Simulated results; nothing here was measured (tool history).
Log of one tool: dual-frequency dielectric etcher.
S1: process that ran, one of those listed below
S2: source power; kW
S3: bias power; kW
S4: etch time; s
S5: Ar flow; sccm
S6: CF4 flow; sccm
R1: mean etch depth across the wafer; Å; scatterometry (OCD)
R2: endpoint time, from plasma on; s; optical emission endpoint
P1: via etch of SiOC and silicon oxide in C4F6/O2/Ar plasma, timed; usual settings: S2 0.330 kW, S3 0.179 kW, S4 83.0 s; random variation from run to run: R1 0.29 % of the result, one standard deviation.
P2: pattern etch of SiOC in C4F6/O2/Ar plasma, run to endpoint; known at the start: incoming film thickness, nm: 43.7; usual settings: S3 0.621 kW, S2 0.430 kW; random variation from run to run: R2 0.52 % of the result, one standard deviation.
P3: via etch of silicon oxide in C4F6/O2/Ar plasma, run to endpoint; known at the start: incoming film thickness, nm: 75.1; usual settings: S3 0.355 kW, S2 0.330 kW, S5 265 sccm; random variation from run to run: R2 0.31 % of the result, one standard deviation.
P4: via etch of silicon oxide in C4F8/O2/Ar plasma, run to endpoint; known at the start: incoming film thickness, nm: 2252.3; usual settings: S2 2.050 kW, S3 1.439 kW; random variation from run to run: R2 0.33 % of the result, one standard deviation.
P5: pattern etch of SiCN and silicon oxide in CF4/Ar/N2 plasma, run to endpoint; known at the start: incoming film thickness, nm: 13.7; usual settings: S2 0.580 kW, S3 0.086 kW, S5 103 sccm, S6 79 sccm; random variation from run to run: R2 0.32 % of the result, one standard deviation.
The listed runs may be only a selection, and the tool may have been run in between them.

run,hour,S1,S2,S3,S4,S5,S6,R1,R2
1,14.9,P1,0.330,0.179,83.0,,,887.55,
2,21.8,P1,0.330,0.240,59.5,,,701.13,
3,36.8,P1,0.240,0.179,83.0,,,786.08,
4,52.0,P5,0.580,0.086,,70,79,,10.848
5,61.3,P4,1.350,1.439,,,,,561.930
6,74.9,P1,0.330,0.179,83.0,,,887.30,
7,82.9,P1,0.330,0.179,45.5,,,485.17,
8,89.7,P5,0.580,0.086,,103,79,,11.432
9,103.1,P1,0.330,0.179,83.0,,,887.57,
10,112.7,P1,0.400,0.179,83.0,,,950.97,
11,123.8,P1,0.330,0.179,105.5,,,1126.40,
12,132.1,P2,0.610,0.621,,,,,11.357
13,142.0,P3,0.330,0.355,,265,,,21.062
# hour 155.5: bias power generator calibrated
14,157.0,P1,0.330,0.138,45.5,,,448.37,
15,166.4,P4,2.050,1.898,,,,,443.560
16,181.2,P1,0.330,0.222,83.0,,,952.82,
17,188.0,P3,0.330,0.355,,265,,,21.071
18,200.7,P3,0.440,0.355,,265,,,18.882
19,208.6,P5,0.360,0.086,,103,79,,17.386
20,216.1,P1,0.330,0.179,83.0,,,887.44,
21,223.9,P2,0.430,0.409,,,,,15.062
22,235.9,P1,0.330,0.134,83.0,,,809.75,
23,245.8,P1,0.450,0.179,99.5,,,1191.60,
24,254.3,P2,0.430,0.621,,,,,13.080
25,263.5,P2,0.430,0.621,,,,,12.999
26,270.9,P5,0.580,0.051,,103,79,,13.456
27,281.0,P5,0.580,0.086,,103,110,,10.842
28,296.0,P3,0.330,0.355,,189,,,20.339
29,303.5,P3,0.330,0.224,,265,,,24.635
30,317.1,P1,0.330,0.179,83.0,,,884.40,
31,328.1,P4,2.050,1.439,,,,,479.590
32,338.8,P5,0.580,0.086,,103,79,,11.357
33,351.1,P1,0.330,0.179,83.0,,,884.09,
34,362.1,P1,0.330,0.179,83.0,,,880.68,
35,369.6,P1,0.330,0.179,83.0,,,876.34,
36,376.7,P1,0.330,0.179,83.0,,,881.63,
37,386.0,P1,0.330,0.179,83.0,,,874.72,
38,400.3,P1,0.330,0.179,83.0,,,874.34,
# hour 409.2: wet clean of the chamber
39,409.6,P1,0.330,0.179,83.0,,,876.83,
40,424.2,P1,0.330,0.179,83.0,,,872.75,
41,435.5,P1,0.330,0.179,83.0,,,872.87,
42,442.3,P1,0.330,0.179,83.0,,,871.16,
43,455.6,P1,0.330,0.179,83.0,,,876.20,

Something has made what P1 gives creep away from where it was; the 2 causes below, each at its own stated size, fit the log equally well:
A: source power that arrives under what is set, % = 3.74
B: bias power that arrives under what is set, % = 4.43
The drift started at roughly hour 351.1.
All other causes, with the reason each is excluded:
chamber walls in a state that lowers the etch rate, %: serviced after onset, at hour 409.2, with no recovery of the prior output

Of the 4 check runs below, each run on 2 wafers with the results averaged and each result still a question mark, which one would tell the listed causes apart?
check 1,468.9,P2,0.580,0.411,,,,,?
check 2,468.9,P5,0.580,0.051,,82,79,,?
check 3,468.9,P3,0.330,0.284,,265,,,?
check 4,468.9,P4,1.670,1.724,,,,,?

What each check would give under each cause:
check,result,if A,if B
check 1,R2,13.747,13.771
check 2,R2,13.436,13.153
check 3,R2,23.133,23.161
check 4,R2,502.490,501.160
Minimum pairwise separation of causes per check, each pair taken at its best-separating result: check 1 0.18 %; check 2 2.13 %; check 3 0.12 %; check 4 0.27 %
The causes can be told apart only by check 2. The other checks would give nearly the same results under each of them.

Check 2 was carried out, with these results: R2 13.428 s. Which of the listed causes is responsible?

It was cause A: source power that arrives under what is set, %.

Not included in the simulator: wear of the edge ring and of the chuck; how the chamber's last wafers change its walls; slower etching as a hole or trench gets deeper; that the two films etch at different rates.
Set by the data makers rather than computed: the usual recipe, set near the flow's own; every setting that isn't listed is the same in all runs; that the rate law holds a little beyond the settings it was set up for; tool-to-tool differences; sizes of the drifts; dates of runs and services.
